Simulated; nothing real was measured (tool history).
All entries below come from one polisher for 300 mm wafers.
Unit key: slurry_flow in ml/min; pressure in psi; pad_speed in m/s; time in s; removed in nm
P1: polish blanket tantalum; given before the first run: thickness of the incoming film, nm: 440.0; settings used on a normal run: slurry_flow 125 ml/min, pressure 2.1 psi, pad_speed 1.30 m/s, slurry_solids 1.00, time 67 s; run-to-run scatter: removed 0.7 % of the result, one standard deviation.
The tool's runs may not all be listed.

| run | hour | slurry_flow | pressure | pad_speed | slurry_solids | time | wafers polished on this pad | hours since the slurry nozzle was cleaned | hours since the head pressure was calibrated | hours since the slurry blender was calibrated | removed |
|---|---|---|---|---|---|---|---|---|---|---|---|
| 1 | 15.6 | 125 | 2.1 | 1.30 | 1.00 | 67 | 929 | 399.2 | 167.5 | 167.7 | 172.940 |
| 2 | 30.6 | 125 | 2.1 | 1.30 | 1.00 | 67 | 1098 | 414.2 | 182.5 | 182.7 | 169.670 |
| 3 | 47.6 | 125 | 2.1 | 0.60 | 1.00 | 67 | 1291 | 431.2 | 199.5 | 199.7 | 79.554 |
| 4 | 64.8 | 125 | 2.1 | 1.30 | 1.00 | 67 | 1486 | 448.4 | 216.7 | 216.9 | 174.740 |
|  | 76.9 | slurry nozzle cleaned |
| 5 | 81.5 | 125 | 2.1 | 1.30 | 1.25 | 67 | 1675 | 4.7 | 233.4 | 233.6 | 182.740 |
| 6 | 95.7 | 125 | 2.1 | 1.30 | 1.00 | 31 | 1835 | 18.9 | 247.6 | 247.8 | 79.409 |
| 7 | 112.6 | 125 | 2.1 | 1.30 | 1.00 | 102 | 2027 | 35.8 | 264.5 | 264.7 | 262.260 |
| 8 | 128.4 | 85 | 2.1 | 1.30 | 1.00 | 67 | 2205 | 51.6 | 280.3 | 280.5 | 159.060 |
| 9 | 144.1 | 125 | 2.1 | 2.06 | 1.00 | 67 | 2383 | 67.3 | 296.0 | 296.2 | 273.950 |
|  | 148.1 | head pressure recalibrated |
| 10 | 157.4 | 125 | 2.1 | 1.30 | 1.00 | 67 | 2534 | 80.6 | 9.3 | 309.5 | 171.720 |
| 11 | 174.6 | 170 | 2.1 | 1.30 | 1.00 | 67 | 2728 | 97.8 | 26.5 | 326.7 | 180.470 |
| 12 | 190.3 | 125 | 1.2 | 1.30 | 1.00 | 67 | 2906 | 113.5 | 42.2 | 342.4 | 98.008 |
| 13 | 200.0 | 125 | 2.1 | 1.30 | 1.00 | 67 | 3016 | 123.2 | 51.9 | 352.1 | 173.970 |
| 14 | 214.6 | 125 | 2.1 | 1.30 | 1.00 | 67 | 3181 | 137.8 | 66.5 | 366.7 | 173.310 |
| 15 | 230.3 | 125 | 2.9 | 1.30 | 1.00 | 67 | 3359 | 153.5 | 82.2 | 382.4 | 237.320 |
| 16 | 241.4 | 125 | 1.6 | 1.30 | 1.25 | 67 | 3485 | 164.6 | 93.3 | 393.5 | 137.570 |
| 17 | 257.1 | 125 | 2.1 | 1.30 | 0.60 | 67 | 3662 | 180.3 | 109.0 | 409.2 | 145.770 |
| 18 | 265.1 | 125 | 2.1 | 1.30 | 1.00 | 67 | 3753 | 188.3 | 117.0 | 417.2 | 174.460 |
| 19 | 281.6 | 125 | 2.1 | 1.30 | 1.00 | 67 | 3940 | 204.8 | 133.5 | 433.7 | 165.420 |
| 20 | 293.0 | 125 | 2.1 | 1.30 | 1.00 | 67 | 4069 | 216.2 | 144.9 | 445.1 | 161.440 |
| 21 | 305.8 | 125 | 2.1 | 1.30 | 1.00 | 67 | 4214 | 229.0 | 157.7 | 457.9 | 158.700 |
| 22 | 316.1 | 125 | 2.1 | 1.30 | 1.00 | 67 | 4330 | 239.3 | 168.0 | 468.2 | 158.090 |
|  | 317.7 | worn pad replaced by a new one |
|  | 321.2 | slurry blender recalibrated |
| 23 | 333.7 | 125 | 2.1 | 1.30 | 1.00 | 67 | 181 | 256.9 | 185.6 | 12.6 | 157.520 |
| 24 | 344.0 | 125 | 2.1 | 1.30 | 1.00 | 67 | 298 | 267.2 | 195.9 | 22.9 | 157.250 |
| 25 | 352.6 | 125 | 2.1 | 1.30 | 1.00 | 67 | 395 | 275.8 | 204.5 | 31.5 | 155.180 |
| 26 | 367.6 | 125 | 2.1 | 1.30 | 1.00 | 67 | 565 | 290.8 | 219.5 | 46.5 | 156.080 |
| 27 | 375.5 | 125 | 2.1 | 1.30 | 1.00 | 67 | 655 | 298.7 | 227.4 | 54.4 | 156.590 |
| 28 | 385.2 | 125 | 2.1 | 1.30 | 1.00 | 67 | 764 | 308.4 | 237.1 | 64.1 | 155.870 |

The log shows P1 creeping away from where it was. Any of the 2 causes listed here, at the size stated for it, fits the log just as well as the others:
A: slurry flow missing at the pad, % = 34.5
B: head's pressure below its setpoint, % = 9.92
The drift started at roughly hour 265.1.
Excluded causes, each with its reason:
removal rate lost through wear of the pad, %: serviced at hour 317.7, which brought nothing back
abrasive missing from the slurry, %: serviced at hour 321.2, which brought nothing back

Of the 4 check runs below, each run on 5 wafers with the results averaged and each result still a question mark, which one would tell the listed causes apart?
| check 1 | 394.9 | 165 | 2.1 | 1.30 | 1.00 | 51 |  |  |  |  | ? |
| check 2 | 394.9 | 125 | 2.1 | 0.80 | 1.00 | 67 |  |  |  |  | ? |
| check 3 | 394.9 | 125 | 2.1 | 0.60 | 0.70 | 67 |  |  |  |  | ? |
| check 4 | 394.9 | 125 | 2.1 | 1.00 | 1.00 | 33 |  |  |  |  | ? |

How each check would come out, cause by cause:
| check | result | if A | if B |
|---|---|---|---|
| check 1 | removed | 127.360 | 124.470 |
| check 2 | removed | 95.728 | 95.731 |
| check 3 | removed | 63.964 | 63.966 |
| check 4 | removed | 58.937 | 58.939 |
Distance between the nearest two causes, measured in the result of the check that separates them most: check 1 2.3 %; check 2 0 %; check 3 0 %; check 4 0 %
Check 1 distinguishes between the causes, while the remaining checks would return nearly the same result for all of them.

After running check 1, the following was obtained: removed 124.540 nm. Which cause does this point to?

Of the candidate causes, it is B: head's pressure below its setpoint, %.

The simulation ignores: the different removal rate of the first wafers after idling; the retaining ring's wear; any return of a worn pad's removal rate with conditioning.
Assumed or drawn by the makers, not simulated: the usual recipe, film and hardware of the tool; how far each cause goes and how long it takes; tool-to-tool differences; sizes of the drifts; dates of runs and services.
